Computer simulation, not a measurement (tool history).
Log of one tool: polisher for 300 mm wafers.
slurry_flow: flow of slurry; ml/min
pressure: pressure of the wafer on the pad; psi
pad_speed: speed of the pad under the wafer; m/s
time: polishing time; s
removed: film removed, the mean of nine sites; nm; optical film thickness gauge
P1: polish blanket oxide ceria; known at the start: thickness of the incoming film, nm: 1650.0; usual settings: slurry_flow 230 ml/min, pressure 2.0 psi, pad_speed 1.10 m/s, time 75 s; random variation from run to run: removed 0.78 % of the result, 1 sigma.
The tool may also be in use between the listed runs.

Run 1, hour 4.6: slurry_flow 230 ml/min, pressure 2.0 psi, pad_speed 1.10 m/s, time 75 s. Result: removed 242.79 nm.
Run 2, hour 11.0: slurry_flow 230 ml/min, pressure 2.0 psi, pad_speed 1.62 m/s, time 101 s. Result: removed 486.16 nm.
Run 3, hour 15.5: slurry_flow 230 ml/min, pressure 2.0 psi, pad_speed 1.10 m/s, time 75 s. Result: removed 242.61 nm.
Run 4, hour 24.7: slurry_flow 230 ml/min, pressure 2.5 psi, pad_speed 1.10 m/s, time 36 s. Result: removed 147.45 nm.
Run 5, hour 30.8: slurry_flow 230 ml/min, pressure 2.0 psi, pad_speed 1.10 m/s, time 55 s. Result: removed 180.41 nm.
Run 6, hour 39.0: slurry_flow 230 ml/min, pressure 2.0 psi, pad_speed 1.10 m/s, time 75 s. Result: removed 242.52 nm.
Run 7, hour 43.8: slurry_flow 230 ml/min, pressure 2.0 psi, pad_speed 1.10 m/s, time 75 s. Result: removed 246.23 nm.
Run 8, hour 49.9: slurry_flow 320 ml/min, pressure 1.3 psi, pad_speed 1.10 m/s, time 75 s. Result: removed 163.78 nm.
Run 9, hour 55.5: slurry_flow 230 ml/min, pressure 2.0 psi, pad_speed 1.10 m/s, time 75 s. Result: removed 241.10 nm.
At hour 57.6: head pressure recalibrated.
Run 10, hour 60.7: slurry_flow 140 ml/min, pressure 2.0 psi, pad_speed 1.10 m/s, time 75 s. Result: removed 223.53 nm.
Run 11, hour 69.9: slurry_flow 325 ml/min, pressure 2.0 psi, pad_speed 1.10 m/s, time 75 s. Result: removed 257.73 nm.
At hour 76.0: worn pad replaced by a new one.
Run 12, hour 77.2: slurry_flow 230 ml/min, pressure 2.0 psi, pad_speed 1.10 m/s, time 75 s. Result: removed 243.63 nm.
Run 13, hour 86.7: slurry_flow 230 ml/min, pressure 2.0 psi, pad_speed 1.10 m/s, time 114 s. Result: removed 367.43 nm.
Run 14, hour 92.0: slurry_flow 230 ml/min, pressure 0.9 psi, pad_speed 1.10 m/s, time 75 s. Result: removed 109.96 nm.
Run 15, hour 101.3: slurry_flow 230 ml/min, pressure 2.0 psi, pad_speed 0.50 m/s, time 75 s. Result: removed 113.41 nm.
Run 16, hour 107.2: slurry_flow 230 ml/min, pressure 3.0 psi, pad_speed 1.10 m/s, time 75 s. Result: removed 365.16 nm.
Run 17, hour 116.1: slurry_flow 230 ml/min, pressure 2.0 psi, pad_speed 1.70 m/s, time 75 s. Result: removed 380.29 nm.
Run 18, hour 124.3: slurry_flow 230 ml/min, pressure 2.0 psi, pad_speed 1.10 m/s, time 75 s. Result: removed 242.27 nm.
Run 19, hour 128.6: slurry_flow 230 ml/min, pressure 2.0 psi, pad_speed 1.10 m/s, time 75 s. Result: removed 240.93 nm.
Run 20, hour 138.2: slurry_flow 230 ml/min, pressure 2.0 psi, pad_speed 1.10 m/s, time 75 s. Result: removed 236.00 nm.
Run 21, hour 146.9: slurry_flow 230 ml/min, pressure 2.0 psi, pad_speed 1.10 m/s, time 75 s. Result: removed 237.22 nm.
Run 22, hour 153.3: slurry_flow 230 ml/min, pressure 2.0 psi, pad_speed 1.10 m/s, time 75 s. Result: removed 236.57 nm.
At hour 156.6: worn pad replaced by a new one.
Run 23, hour 162.8: slurry_flow 230 ml/min, pressure 2.0 psi, pad_speed 1.10 m/s, time 75 s. Result: removed 236.95 nm.
Run 24, hour 172.4: slurry_flow 230 ml/min, pressure 2.0 psi, pad_speed 1.10 m/s, time 75 s. Result: removed 233.10 nm.
Run 25, hour 181.2: slurry_flow 230 ml/min, pressure 2.0 psi, pad_speed 1.10 m/s, time 75 s. Result: removed 233.08 nm.
Run 26, hour 188.4: slurry_flow 230 ml/min, pressure 2.0 psi, pad_speed 1.10 m/s, time 75 s. Result: removed 236.59 nm.

What P1 gives has crept away from where it was. These 2 causes fit the log equally well, each at the size given:
A: head's pressure below its setpoint, % = 4.26
B: slurry flow missing at the pad, % = 27.6
The creep began at about hour 124.3.
Why every other cause is out:
removal rate lost through wear of the pad, %: serviced at hour 156.6, which brought nothing back

4 check runs are offered, each on 5 wafers whose results are averaged, their results left as question marks. Which one tells the causes apart?
Run check 1, hour 195.6: slurry_flow 230 ml/min, pressure 2.0 psi, pad_speed 1.34 m/s, time 75 s. Result: removed ?.
Run check 2, hour 195.6: slurry_flow 140 ml/min, pressure 2.7 psi, pad_speed 1.10 m/s, time 75 s. Result: removed ?.
Run check 3, hour 195.6: slurry_flow 230 ml/min, pressure 2.8 psi, pad_speed 0.50 m/s, time 75 s. Result: removed ?.
Run check 4, hour 195.6: slurry_flow 230 ml/min, pressure 1.0 psi, pad_speed 1.68 m/s, time 75 s. Result: removed ?.

What each check would give under each cause:
  check   result    if A    if B
check 1  removed  284.94  284.97
check 2  removed  293.60  286.31
check 3  removed  148.85  148.86
check 4  removed  178.62  178.63
How far apart the two closest causes lie, in the result that separates them most: check 1 0.01 %; check 2 2.52 %; check 3 0.01 %; check 4 0.01 %
Only check 2 tells the causes apart: in the others they would give nearly the same result.

Then check 2 was run and gave: removed 287.78 nm. Which cause is it?

It is B: slurry flow missing at the pad, %.
